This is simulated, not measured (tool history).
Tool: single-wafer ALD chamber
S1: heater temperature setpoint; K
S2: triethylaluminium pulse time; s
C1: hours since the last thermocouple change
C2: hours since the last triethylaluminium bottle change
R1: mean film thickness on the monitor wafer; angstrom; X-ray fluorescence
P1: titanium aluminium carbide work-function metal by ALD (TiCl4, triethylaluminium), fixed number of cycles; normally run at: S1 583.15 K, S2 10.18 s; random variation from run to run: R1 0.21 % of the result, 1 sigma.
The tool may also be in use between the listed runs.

run	day	S1	S2	C1	C2	R1
1	0.346	583.15	10.18	404.5	267.3	20.628
2	0.633	583.15	4.52	411.4	274.2	16.801
3	0.838	583.15	10.18	416.3	279.1	20.613
4	1.004	608.15	10.18	420.3	283.1	22.759
5	1.229	583.15	10.18	425.7	288.5	20.661
6	1.546	559.15	10.18	433.3	296.1	18.537
7	1.871	583.15	16.36	441.1	303.9	21.162
8	2.158	604.15	14.23	448.0	310.8	23.039
# day 2.275: triethylaluminium bottle replaced
9	2.342	583.15	10.18	452.4	1.6	20.554
10	2.679	583.15	10.18	460.5	9.7	20.613
11	3.062	583.15	10.18	469.7	18.9	20.610
12	3.304	583.15	10.18	475.5	24.7	20.472
13	3.608	583.15	10.18	482.8	32.0	20.415
14	3.904	583.15	10.18	489.9	39.1	20.300
15	4.071	583.15	10.18	493.9	43.1	20.201
16	4.379	583.15	10.18	501.3	50.5	20.245
17	4.671	583.15	10.18	508.3	57.5	20.208
18	4.900	583.15	10.18	513.8	63.0	20.222
19	5.125	583.15	10.18	519.2	68.4	20.213

What P1 gives has crept away from where it was. These 2 causes fit the log equally well, each at the size given:
A: triethylaluminium dose below that of a fresh bottle (%) = 13.6
B: wafer temperature below the value expected at the setpoint (K) = 4.5
The creep began at about day 3.062.

4 check runs are offered, one wafer each, their results left as question marks. Which one tells the causes apart?
check 1	5.350	599.15	10.18			?
check 2	5.350	562.15	10.18			?
check 3	5.350	583.15	4.68			?
check 4	5.350	606.15	10.18			?

What each check would give under each cause:
check	result	if A	if B
check 1	R1	21.587	21.609
check 2	R1	18.454	18.427
check 3	R1	15.976	16.693
check 4	R1	22.189	22.220
How far apart the two closest causes lie, in the result that separates them most: check 1 0.1 %; check 2 0.15 %; check 3 4.39 %; check 4 0.14 %
Check 3 tells the causes apart: in the others they would give nearly the same result.

Then check 3 was run and gave: R1 16.030 angstrom. Which cause is it?

It is A: triethylaluminium dose below that of a fresh bottle (%).
